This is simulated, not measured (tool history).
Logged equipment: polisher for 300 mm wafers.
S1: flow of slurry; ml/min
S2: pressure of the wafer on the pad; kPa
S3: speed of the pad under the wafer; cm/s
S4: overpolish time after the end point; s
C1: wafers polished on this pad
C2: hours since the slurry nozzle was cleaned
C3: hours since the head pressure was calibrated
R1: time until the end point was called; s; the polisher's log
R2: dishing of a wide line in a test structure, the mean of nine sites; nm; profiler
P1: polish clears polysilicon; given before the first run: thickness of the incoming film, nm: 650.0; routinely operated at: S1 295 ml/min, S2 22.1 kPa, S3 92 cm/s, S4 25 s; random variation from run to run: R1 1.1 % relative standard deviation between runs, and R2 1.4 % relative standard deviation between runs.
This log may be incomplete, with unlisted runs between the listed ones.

run	hour	S1	S2	S3	S4	C1	C2	C3	R1	R2
1	3.2	295	22.1	92	25	216	126.9	137.3	38.119	80.425
2	7.3	295	22.1	132	25	243	131.0	141.4	26.746	83.973
3	11.1	375	29.0	92	25	268	134.8	145.2	28.819	83.244
4	15.4	295	27.6	92	15	296	139.1	149.5	31.420	81.311
5	19.2	295	22.1	44	25	321	142.9	153.3	80.397	74.460
6	21.2	295	34.5	92	25	334	144.9	155.3	24.761	82.558
7	24.4	295	12.4	92	25	355	148.1	158.5	68.560	78.630
8	27.1	175	15.9	92	25	373	150.8	161.2	56.623	80.081
9	30.3	295	22.1	92	25	394	154.0	164.4	39.523	81.243
# hour 32.6: slurry nozzle cleaned
10	33.6	295	22.1	92	25	416	1.0	167.7	38.413	82.586
11	36.0	295	22.1	92	40	432	3.4	170.1	38.083	82.176
12	40.1	295	22.1	92	8	459	7.5	174.2	38.150	64.452
# hour 40.5: head pressure recalibrated
13	43.7	295	22.1	92	25	482	11.1	3.3	37.837	81.188
14	46.2	175	22.1	92	25	499	13.6	5.8	41.227	80.690
15	50.2	380	22.1	92	25	525	17.6	9.8	37.694	83.651
16	52.8	295	22.1	92	25	542	20.2	12.4	38.467	82.361
17	56.0	295	22.1	92	25	563	23.4	15.6	37.882	81.056
18	60.4	295	22.1	92	25	592	27.8	20.0	39.656	81.293
19	62.9	295	22.1	92	25	609	30.3	22.5	39.524	81.668
20	65.2	295	22.1	92	25	624	32.6	24.8	39.762	82.085
21	68.6	295	22.1	92	25	646	36.0	28.2	40.159	82.407
22	71.8	295	22.1	92	25	667	39.2	31.4	39.418	81.451
# hour 74.9: head pressure recalibrated
23	75.0	295	22.1	92	25	688	42.4	0.1	40.195	80.691
24	79.1	295	22.1	92	25	715	46.5	4.2	40.856	81.992
25	81.6	295	22.1	92	25	731	49.0	6.7	40.693	81.145
26	83.7	295	22.1	92	25	745	51.1	8.8	40.135	84.662

The log shows P1 creeping away from where it was. Any of the 2 causes listed here, at the size stated for it, fits the log just as well as the others:
A: removal rate lost through wear of the pad, % = 5.38
B: slurry flow missing at the pad, % = 38
Onset of the creep was near hour 56.0.
All other causes, with the reason each is excluded:
head's pressure below its setpoint, %: work on it at hour 74.9, done after the drift set in, did not restore what the process gave before

Which of the 4 check runs listed below, each an average over 5 wafers with its results shown as question marks, gives clearly different results under the different listed causes?
check 1	85.8	295	12.4	92	25				?	?
check 2	85.8	295	14.5	92	25				?	?
check 3	85.8	175	17.2	92	25				?	?
check 4	85.8	295	22.1	48	25				?	?

Expected result of each check under each candidate cause:
check	result	if A	if B
check 1	R1	72.133	72.137
check 1	R2	77.108	77.107
check 2	R1	61.828	61.832
check 2	R2	79.185	79.185
check 3	R1	55.249	57.199
check 3	R2	80.336	80.012
check 4	R1	77.769	77.773
check 4	R2	75.875	75.874
Gap, in per cent, between the two causes that each check separates least, read from the result that separates them most: check 1 0.01 %; check 2 0.01 %; check 3 3.47 %; check 4 0.01 %
Of the check runs offered, only check 3 discriminates between the causes; the rest would read about the same regardless of which cause applies.

After running check 3, the following was obtained: R1 57.023 s; R2 80.484 nm. Which cause does this point to?

The correct cause is B, namely: slurry flow missing at the pad, %.

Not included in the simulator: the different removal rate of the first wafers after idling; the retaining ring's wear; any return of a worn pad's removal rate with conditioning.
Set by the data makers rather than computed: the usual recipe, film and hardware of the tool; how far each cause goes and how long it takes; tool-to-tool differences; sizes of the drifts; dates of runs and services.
